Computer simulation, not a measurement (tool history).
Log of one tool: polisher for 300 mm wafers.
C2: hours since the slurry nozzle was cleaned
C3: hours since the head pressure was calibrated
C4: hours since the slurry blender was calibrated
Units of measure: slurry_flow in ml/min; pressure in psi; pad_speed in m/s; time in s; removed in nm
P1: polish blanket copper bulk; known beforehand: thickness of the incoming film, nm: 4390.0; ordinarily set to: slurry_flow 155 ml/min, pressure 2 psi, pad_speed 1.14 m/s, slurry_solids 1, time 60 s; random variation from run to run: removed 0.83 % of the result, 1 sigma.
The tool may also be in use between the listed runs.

Run 1, hour 14.7: slurry_flow 155 ml/min, pressure 2 psi, pad_speed 1.14 m/s, slurry_solids 1, time 60 s; wafers polished on this pad 426; C2 108.5; C3 459.8; C4 68.8. Result: removed 433.72 nm.
Run 2, hour 28: slurry_flow 155 ml/min, pressure 2 psi, pad_speed 1.14 m/s, slurry_solids 0.55, time 60 s; wafers polished on this pad 520; C2 121.8; C3 473.1; C4 82.1. Result: removed 391.81 nm.
Run 3, hour 42: slurry_flow 95 ml/min, pressure 2 psi, pad_speed 1.14 m/s, slurry_solids 1, time 60 s; wafers polished on this pad 619; C2 135.8; C3 487.1; C4 96.1. Result: removed 392.53 nm.
Run 4, hour 53.5: slurry_flow 215 ml/min, pressure 2 psi, pad_speed 0.56 m/s, slurry_solids 1, time 60 s; wafers polished on this pad 700; C2 147.3; C3 498.6; C4 107.6. Result: removed 225.35 nm.
Run 5, hour 68.1: slurry_flow 155 ml/min, pressure 2 psi, pad_speed 1.14 m/s, slurry_solids 1, time 60 s; wafers polished on this pad 802; C2 161.9; C3 513.2; C4 122.2. Result: removed 441.51 nm.
Run 6, hour 83.5: slurry_flow 155 ml/min, pressure 2 psi, pad_speed 1.14 m/s, slurry_solids 1, time 90 s; wafers polished on this pad 911; C2 177.3; C3 528.6; C4 137.6. Result: removed 658.6 nm.
Run 7, hour 97.9: slurry_flow 155 ml/min, pressure 2 psi, pad_speed 1.14 m/s, slurry_solids 1, time 60 s; wafers polished on this pad 1012; C2 191.7; C3 543; C4 152. Result: removed 440.56 nm.
Run 8, hour 110.2: slurry_flow 155 ml/min, pressure 2 psi, pad_speed 1.14 m/s, slurry_solids 1.35, time 60 s; wafers polished on this pad 1099; C2 204; C3 555.3; C4 164.3. Result: removed 475.21 nm.
Run 9, hour 125.1: slurry_flow 205 ml/min, pressure 2 psi, pad_speed 1.14 m/s, slurry_solids 1, time 33 s; wafers polished on this pad 1204; C2 218.9; C3 570.2; C4 179.2. Result: removed 254.53 nm.
Run 10, hour 133: slurry_flow 155 ml/min, pressure 2 psi, pad_speed 1.14 m/s, slurry_solids 1, time 32 s; wafers polished on this pad 1259; C2 226.8; C3 578.1; C4 187.1. Result: removed 232.05 nm.
Run 11, hour 140: slurry_flow 155 ml/min, pressure 2 psi, pad_speed 0.52 m/s, slurry_solids 1, time 60 s; wafers polished on this pad 1309; C2 233.8; C3 585.1; C4 194.1. Result: removed 197.91 nm.
Run 12, hour 153.1: slurry_flow 155 ml/min, pressure 2 psi, pad_speed 1.14 m/s, slurry_solids 1, time 60 s; wafers polished on this pad 1401; C2 246.9; C3 598.2; C4 207.2. Result: removed 439.79 nm.
Run 13, hour 167.4: slurry_flow 155 ml/min, pressure 0.9 psi, pad_speed 1.14 m/s, slurry_solids 1, time 60 s; wafers polished on this pad 1502; C2 261.2; C3 612.5; C4 221.5. Result: removed 196.59 nm.
Run 14, hour 181.7: slurry_flow 155 ml/min, pressure 2 psi, pad_speed 1.14 m/s, slurry_solids 1, time 60 s; wafers polished on this pad 1602; C2 275.5; C3 626.8; C4 235.8. Result: removed 440.86 nm.
Run 15, hour 192.7: slurry_flow 155 ml/min, pressure 2 psi, pad_speed 1.72 m/s, slurry_solids 1, time 60 s; wafers polished on this pad 1680; C2 286.5; C3 637.8; C4 246.8. Result: removed 661.74 nm.
Run 16, hour 208.2: slurry_flow 195 ml/min, pressure 2 psi, pad_speed 1.14 m/s, slurry_solids 1, time 46 s; wafers polished on this pad 1789; C2 302; C3 653.3; C4 262.3. Result: removed 350.23 nm.
Run 17, hour 220: slurry_flow 195 ml/min, pressure 2 psi, pad_speed 1.14 m/s, slurry_solids 1, time 60 s; wafers polished on this pad 1872; C2 313.8; C3 665.1; C4 274.1. Result: removed 454.93 nm.
Run 18, hour 229.7: slurry_flow 155 ml/min, pressure 2 psi, pad_speed 1.14 m/s, slurry_solids 1, time 60 s; wafers polished on this pad 1940; C2 323.5; C3 674.8; C4 283.8. Result: removed 434.54 nm.
Run 19, hour 240.3: slurry_flow 155 ml/min, pressure 2.7 psi, pad_speed 1.14 m/s, slurry_solids 1, time 60 s; wafers polished on this pad 2015; C2 334.1; C3 685.4; C4 294.4. Result: removed 593.04 nm.
Run 20, hour 254.7: slurry_flow 155 ml/min, pressure 2 psi, pad_speed 1.14 m/s, slurry_solids 1, time 60 s; wafers polished on this pad 2116; C2 348.5; C3 699.8; C4 308.8. Result: removed 437.52 nm.
Run 21, hour 263.7: slurry_flow 155 ml/min, pressure 2 psi, pad_speed 1.14 m/s, slurry_solids 1, time 60 s; wafers polished on this pad 2180; C2 357.5; C3 708.8; C4 317.8. Result: removed 440.7 nm.
Run 22, hour 276.1: slurry_flow 155 ml/min, pressure 2 psi, pad_speed 1.14 m/s, slurry_solids 1, time 60 s; wafers polished on this pad 2267; C2 369.9; C3 721.2; C4 330.2. Result: removed 423.55 nm.
Run 23, hour 288.8: slurry_flow 155 ml/min, pressure 2 psi, pad_speed 1.14 m/s, slurry_solids 1, time 60 s; wafers polished on this pad 2356; C2 382.6; C3 733.9; C4 342.9. Result: removed 406.41 nm.
Run 24, hour 299.7: slurry_flow 155 ml/min, pressure 2 psi, pad_speed 1.14 m/s, slurry_solids 1, time 60 s; wafers polished on this pad 2433; C2 393.5; C3 744.8; C4 353.8. Result: removed 406.62 nm.
Run 25, hour 307.5: slurry_flow 155 ml/min, pressure 2 psi, pad_speed 1.14 m/s, slurry_solids 1, time 60 s; wafers polished on this pad 2488; C2 401.3; C3 752.6; C4 361.6. Result: removed 407.14 nm.
Run 26, hour 316.3: slurry_flow 155 ml/min, pressure 2 psi, pad_speed 1.14 m/s, slurry_solids 1, time 60 s; wafers polished on this pad 2550; C2 410.1; C3 761.4; C4 370.4. Result: removed 406.07 nm.
At hour 322.4: slurry blender recalibrated.
Run 27, hour 324.6: slurry_flow 155 ml/min, pressure 2 psi, pad_speed 1.14 m/s, slurry_solids 1, time 60 s; wafers polished on this pad 2608; C2 418.4; C3 769.7; C4 2.2. Result: removed 403.54 nm.
At hour 329.6: head pressure recalibrated.
Run 28, hour 339.4: slurry_flow 155 ml/min, pressure 2 psi, pad_speed 1.14 m/s, slurry_solids 1, time 60 s; wafers polished on this pad 2713; C2 433.2; C3 9.8; C4 17. Result: removed 404.64 nm.
Run 29, hour 349: slurry_flow 155 ml/min, pressure 2 psi, pad_speed 1.14 m/s, slurry_solids 1, time 60 s; wafers polished on this pad 2780; C2 442.8; C3 19.4; C4 26.6. Result: removed 400.2 nm.
Run 30, hour 362.7: slurry_flow 155 ml/min, pressure 2 psi, pad_speed 1.14 m/s, slurry_solids 1, time 60 s; wafers polished on this pad 2877; C2 456.5; C3 33.1; C4 40.3. Result: removed 399.07 nm.

P1 has crept away from where it was. The log is fitted equally well by each of these 2 causes, at the sizes shown:
A: slurry flow missing at the pad, % = 35.9
B: removal rate lost through wear of the pad, % = 8.76
The gradual shift began around hour 263.7.
Every other cause this tool's parts could produce, and why it does not fit the log:
head's pressure below its setpoint, %: maintenance at hour 329.6, after the shift began, did not return the process to its former output
abrasive missing from the slurry, %: maintenance at hour 322.4, after the shift began, did not return the process to its former output

Which of the check runs below tells the causes apart, meaning the causes would give it clearly different results? Each run uses 2 wafers whose results are averaged, and each result is shown as a question mark.
Run check 1, hour 376.4: slurry_flow 155 ml/min, pressure 0.9 psi, pad_speed 1.14 m/s, slurry_solids 1, time 60 s. Result: removed ?.
Run check 2, hour 376.4: slurry_flow 95 ml/min, pressure 2 psi, pad_speed 0.88 m/s, slurry_solids 1, time 60 s. Result: removed ?.
Run check 3, hour 376.4: slurry_flow 155 ml/min, pressure 2 psi, pad_speed 1.14 m/s, slurry_solids 0.65, time 60 s. Result: removed ?.
Run check 4, hour 376.4: slurry_flow 155 ml/min, pressure 2 psi, pad_speed 1.14 m/s, slurry_solids 0.6, time 60 s. Result: removed ?.

How each check would come out, cause by cause:
  check   result    if A    if B
check 1  removed  180.25  180.27
check 2  removed  265.49   278.9
check 3  removed  366.11  366.15
check 4  removed  360.24  360.28
Smallest distance between any two causes, each pair judged by its most separating result, in per cent: check 1 0.01 %; check 2 4.93 %; check 3 0.01 %; check 4 0.01 %
Check 2 tells the causes apart: in the others they would give nearly the same result.

Then check 2 was run and gave: removed 276.6 nm. Which cause is it?

It was cause B: removal rate lost through wear of the pad, %.
